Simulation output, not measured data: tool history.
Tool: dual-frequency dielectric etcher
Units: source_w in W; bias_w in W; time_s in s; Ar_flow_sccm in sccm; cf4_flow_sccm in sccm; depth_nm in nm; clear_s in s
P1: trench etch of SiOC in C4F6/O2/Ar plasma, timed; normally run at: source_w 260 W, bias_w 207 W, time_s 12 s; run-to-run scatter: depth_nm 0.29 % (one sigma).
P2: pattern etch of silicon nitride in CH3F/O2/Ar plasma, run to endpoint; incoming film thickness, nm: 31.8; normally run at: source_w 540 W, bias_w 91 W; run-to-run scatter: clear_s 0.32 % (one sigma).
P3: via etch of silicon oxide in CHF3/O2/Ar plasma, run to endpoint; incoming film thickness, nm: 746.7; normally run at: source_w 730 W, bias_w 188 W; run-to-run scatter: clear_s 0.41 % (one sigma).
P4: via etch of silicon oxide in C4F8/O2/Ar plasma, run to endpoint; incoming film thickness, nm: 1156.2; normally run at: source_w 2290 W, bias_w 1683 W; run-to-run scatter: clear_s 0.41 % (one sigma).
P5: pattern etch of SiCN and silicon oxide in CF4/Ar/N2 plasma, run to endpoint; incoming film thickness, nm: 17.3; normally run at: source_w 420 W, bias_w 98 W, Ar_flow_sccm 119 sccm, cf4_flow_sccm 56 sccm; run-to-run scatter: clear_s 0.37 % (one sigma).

| run | hour | process | source_w | bias_w | time_s | Ar_flow_sccm | cf4_flow_sccm | hours since the last wet clean | hours since the last source power generator calibration | hours since the last bias power generator calibration | depth_nm | clear_s |
|---|---|---|---|---|---|---|---|---|---|---|---|---|
| 1 | 5.4 | P1 | 260 | 207 | 12 |  |  | 394.0 | 2279.0 | 2705.8 | 21.437 |  |
| 2 | 11.1 | P3 | 730 | 188 |  |  |  | 399.7 | 2284.7 | 2711.5 |  | 349.490 |
| 3 | 17.3 | P5 | 420 | 98 |  | 119 | 56 | 405.9 | 2290.9 | 2717.7 |  | 20.064 |
| 4 | 22.7 | P3 | 730 | 113 |  |  |  | 411.3 | 2296.3 | 2723.1 |  | 414.000 |
| 5 | 27.1 | P1 | 260 | 207 | 12 |  |  | 415.7 | 2300.7 | 2727.5 | 21.522 |  |
| 6 | 30.4 | P5 | 420 | 98 |  | 119 | 56 | 419.0 | 2304.0 | 2730.8 |  | 20.053 |
| 7 | 36.3 | P1 | 260 | 207 | 15 |  |  | 424.9 | 2309.9 | 2736.7 | 26.955 |  |
| 8 | 39.7 | P4 | 2290 | 2337 |  |  |  | 428.3 | 2313.3 | 2740.1 |  | 209.220 |
| 9 | 45.7 | P1 | 260 | 207 | 12 |  |  | 434.3 | 2319.3 | 2746.1 | 21.423 |  |
| 10 | 49.3 | P1 | 190 | 207 | 12 |  |  | 437.9 | 2322.9 | 2749.7 | 19.108 |  |
| 11 | 52.7 | P1 | 260 | 207 | 12 |  |  | 441.3 | 2326.3 | 2753.1 | 21.405 |  |
| 12 | 58.8 | P4 | 3240 | 1683 |  |  |  | 447.4 | 2332.4 | 2759.2 |  | 198.430 |
| 13 | 64.9 | P1 | 260 | 121 | 12 |  |  | 453.5 | 2338.5 | 2765.3 | 18.121 |  |
| 14 | 68.2 | P1 | 260 | 207 | 9 |  |  | 456.8 | 2341.8 | 2768.6 | 16.121 |  |
| 15 | 71.3 | P1 | 260 | 207 | 12 |  |  | 459.9 | 2344.9 | 2771.7 | 21.582 |  |
| 16 | 75.5 | P1 | 260 | 207 | 12 |  |  | 464.1 | 2349.1 | 2775.9 | 21.476 |  |
| 17 | 81.1 | P5 | 420 | 68 |  | 119 | 56 | 469.7 | 2354.7 | 2781.5 |  | 22.908 |
| 18 | 85.4 | P1 | 340 | 207 | 12 |  |  | 474.0 | 2359.0 | 2785.8 | 23.855 |  |
| 19 | 88.9 | P5 | 420 | 98 |  | 70 | 56 | 477.5 | 2362.5 | 2789.3 |  | 18.632 |
| 20 | 93.4 | P5 | 420 | 98 |  | 119 | 38 | 482.0 | 2367.0 | 2793.8 |  | 21.297 |
| 21 | 97.8 | P3 | 860 | 188 |  |  |  | 486.4 | 2371.4 | 2798.2 |  | 329.820 |
| 22 | 101.4 | P2 | 540 | 56 |  |  |  | 490.0 | 2375.0 | 2801.8 |  | 45.097 |
| 23 | 104.8 | P2 | 690 | 91 |  |  |  | 493.4 | 2378.4 | 2805.2 |  | 34.780 |
| 24 | 111.0 | P1 | 260 | 294 | 12 |  |  | 499.6 | 2384.6 | 2811.4 | 24.190 |  |
| 25 | 116.0 | P1 | 170 | 283 | 12 |  |  | 504.6 | 2389.6 | 2816.4 | 20.483 |  |
| 26 | 119.8 | P4 | 2290 | 1683 |  |  |  | 508.4 | 2393.4 | 2820.2 |  | 228.750 |
| 27 | 124.7 | P2 | 540 | 91 |  |  |  | 513.3 | 2398.3 | 2825.1 |  | 38.046 |
| 28 | 128.4 | P1 | 260 | 126 | 7 |  |  | 517.0 | 2402.0 | 2828.8 | 10.679 |  |
| 29 | 134.6 | P5 | 550 | 98 |  | 119 | 56 | 523.2 | 2408.2 | 2835.0 |  | 15.790 |
| 30 | 141.1 | P4 | 2290 | 1683 |  |  |  | 529.7 | 2414.7 | 2841.5 |  | 230.580 |
| 31 | 147.6 | P1 | 260 | 207 | 12 |  |  | 536.2 | 2421.2 | 2848.0 | 21.669 |  |
| 32 | 154.4 | P1 | 260 | 207 | 12 |  |  | 543.0 | 2428.0 | 2854.8 | 21.314 |  |
| 33 | 159.3 | P1 | 260 | 207 | 12 |  |  | 547.9 | 2432.9 | 2859.7 | 21.245 |  |
|  | 160.3 | wet clean of the chamber |
| 34 | 163.0 | P1 | 260 | 207 | 12 |  |  | 2.8 | 2436.6 | 2863.4 | 21.294 |  |
| 35 | 168.6 | P1 | 260 | 207 | 12 |  |  | 8.4 | 2442.2 | 2869.0 | 21.305 |  |
| 36 | 172.5 | P1 | 260 | 207 | 12 |  |  | 12.3 | 2446.1 | 2872.9 | 21.200 |  |
| 37 | 178.4 | P1 | 260 | 207 | 12 |  |  | 18.2 | 2452.0 | 2878.8 | 21.226 |  |

What P1 gives has crept away from where it was. These 2 causes fit the log equally well, each at the size given:
A: source power that arrives under what is set, % = 3.88
B: bias power that arrives under what is set, % = 4.43
The creep began at about hour 147.6.
Why every other cause is out:
chamber walls in a state that lowers the etch rate, %: serviced at hour 160.3, which brought nothing back

4 check runs are offered, each on 2 wafers whose results are averaged, their results left as question marks. Which one tells the causes apart?
| check 1 | 184.3 | P4 | 3200 | 1966 |  |  |  |  |  |  |  | ? |
| check 2 | 184.3 | P3 | 730 | 133 |  |  |  |  |  |  |  | ? |
| check 3 | 184.3 | P2 | 680 | 57 |  |  |  |  |  |  |  | ? |
| check 4 | 184.3 | P5 | 420 | 68 |  | 73 | 56 |  |  |  |  | ? |

What each check would give under each cause:
| check | result | if A | if B |
|---|---|---|---|
| check 1 | clear_s | 194.800 | 194.100 |
| check 2 | clear_s | 398.270 | 397.660 |
| check 3 | clear_s | 41.434 | 41.369 |
| check 4 | clear_s | 22.024 | 21.586 |
How far apart the two closest causes lie, in the result that separates them most: check 1 0.36 %; check 2 0.15 %; check 3 0.16 %; check 4 2.01 %
Check 4 tells the causes apart: in the others they would give nearly the same result.

Check 4 was then run and gave: clear_s 21.590 s. Which cause is it?

It is B: bias power that arrives under what is set, %.
